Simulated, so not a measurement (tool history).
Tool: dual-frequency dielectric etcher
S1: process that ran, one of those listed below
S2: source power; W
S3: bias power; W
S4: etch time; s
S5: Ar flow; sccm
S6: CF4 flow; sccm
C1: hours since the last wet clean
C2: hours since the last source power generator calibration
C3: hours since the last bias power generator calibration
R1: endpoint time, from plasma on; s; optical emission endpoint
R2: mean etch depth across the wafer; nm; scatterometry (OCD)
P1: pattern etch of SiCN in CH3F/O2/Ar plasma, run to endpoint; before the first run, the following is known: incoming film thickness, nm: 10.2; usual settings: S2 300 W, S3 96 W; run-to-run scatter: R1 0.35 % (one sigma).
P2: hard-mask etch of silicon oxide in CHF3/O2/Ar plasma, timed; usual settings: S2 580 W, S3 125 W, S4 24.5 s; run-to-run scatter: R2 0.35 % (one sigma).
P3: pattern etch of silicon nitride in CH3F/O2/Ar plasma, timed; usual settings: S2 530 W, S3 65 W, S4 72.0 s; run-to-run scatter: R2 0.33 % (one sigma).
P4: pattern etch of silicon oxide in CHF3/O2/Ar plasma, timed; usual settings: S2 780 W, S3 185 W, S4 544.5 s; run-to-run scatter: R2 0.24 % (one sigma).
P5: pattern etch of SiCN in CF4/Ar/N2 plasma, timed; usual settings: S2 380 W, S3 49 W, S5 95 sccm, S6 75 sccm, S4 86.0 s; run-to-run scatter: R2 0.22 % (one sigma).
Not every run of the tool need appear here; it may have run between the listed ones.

run	hour	S1	S2	S3	S4	S5	S6	C1	C2	C3	R1	R2
1	7.2	P1	300	96				302.2	1350.4	1550.0	27.477	
2	11.6	P4	780	185	357.0			306.6	1354.8	1554.4		763.400
3	16.7	P2	580	170	24.5			311.7	1359.9	1559.5		46.380
4	21.6	P3	530	80	72.0			316.6	1364.8	1564.4		58.332
5	28.1	P5	380	49	86.0	95	75	323.1	1371.3	1570.9		56.457
6	35.1	P1	400	96				330.1	1378.3	1577.9	24.380	
7	40.6	P1	300	96				335.6	1383.8	1583.4	27.388	
8	49.3	P3	740	65	72.0			344.3	1392.5	1592.1		61.992
9	55.2	P1	300	96				350.2	1398.4	1598.0	27.312	
10	62.1	P4	580	185	544.5			357.1	1405.3	1604.9		1037.400
11	71.0	P1	300	59				366.0	1414.2	1613.8	32.734	
12	78.8	P4	780	225	544.5			373.8	1422.0	1621.6		1246.300
13	84.4	P1	180	96				379.4	1427.6	1627.2	32.905	
14	89.1	P1	350	67				384.1	1432.3	1631.9	29.360	
15	94.2	P4	780	185	544.5			389.2	1437.4	1637.0		1165.800
16	98.2	P2	410	125	24.5			393.2	1441.4	1641.0		36.853
17	104.0	P5	380	49	86.0	95	75	399.0	1447.2	1646.8		56.467
18	113.0	P3	530	65	72.0			408.0	1456.2	1655.8		54.244
19	117.8	P1	300	96				412.8	1461.0	1660.6	27.254	
20	123.2	P5	470	49	86.0	95	75	418.2	1466.4	1666.0		68.428
21	128.4	P5	380	49	86.0	70	75	423.4	1471.6	1671.2		59.377
22	136.3	P3	530	65	54.0			431.3	1479.5	1679.1		40.456
23	144.4	P5	380	49	111.5	95	75	439.4	1487.6	1687.2		73.269
24	153.4	P3	530	65	72.0			448.4	1496.6	1696.2		54.400
25	162.2	P2	580	125	24.5			457.2	1505.4	1705.0		41.938
26	170.0	P5	380	49	86.0	95	56	465.0	1513.2	1712.8		53.556
27	178.6	P5	380	32	86.0	95	75	473.6	1521.8	1721.4		49.620
28	185.7	P2	580	125	14.5			480.7	1528.9	1728.5		24.816
29	192.6	P1	300	129				487.6	1535.8	1735.4	24.389	
30	198.7	P4	780	185	544.5			493.7	1541.9	1741.5		1160.500
31	206.4	P1	300	96				501.4	1549.6	1749.2	27.343	
32	210.9	P1	300	96				505.9	1554.1	1753.7	27.503	
33	216.2	P1	300	96				511.2	1559.4	1759.0	27.902	
34	224.5	P1	300	96				519.5	1567.7	1767.3	27.664	
35	228.9	P1	300	96				523.9	1572.1	1771.7	27.651	
# hour 232.6: wet clean of the chamber
36	233.3	P1	300	96				0.7	1576.5	1776.1	27.732	
37	241.4	P1	300	96				8.8	1584.6	1784.2	27.850	

The log shows P1 creeping away from where it was. Any of the 2 causes listed here, at the size stated for it, fits the log just as well as the others:
A: source power that arrives under what is set, % = 4.66
B: bias power that arrives under what is set, % = 4.51
Onset of the creep was near hour 206.4.
The rest of the possible causes, and what rules out each one:
chamber walls in a state that lowers the etch rate, %: serviced at hour 232.6, which brought nothing back

Below are 4 check runs, each on a single wafer, with their results shown as question marks. Which of them would tell the listed causes apart, meaning the causes would give clearly different results under it?
check 1	249.5	P5	380	49	86.0	95	75					?
check 2	249.5	P3	530	65	72.0							?
check 3	249.5	P4	780	185	544.5							?
check 4	249.5	P2	580	125	24.5							?

Expected result of each check under each candidate cause:
check	result	if A	if B
check 1	R2	54.124	55.656
check 2	R2	53.274	53.453
check 3	R2	1141.400	1145.000
check 4	R2	41.334	41.515
Per-check spread between the two closest causes, in the result where they differ most: check 1 2.79 %; check 2 0.34 %; check 3 0.31 %; check 4 0.44 %
Only in check 1 would the causes give clearly different results; in the remaining checks their results would be nearly the same.

Running check 1 produced the following: R2 55.725 nm. Which one of the listed causes fits?

The cause is B: bias power that arrives under what is set, %.
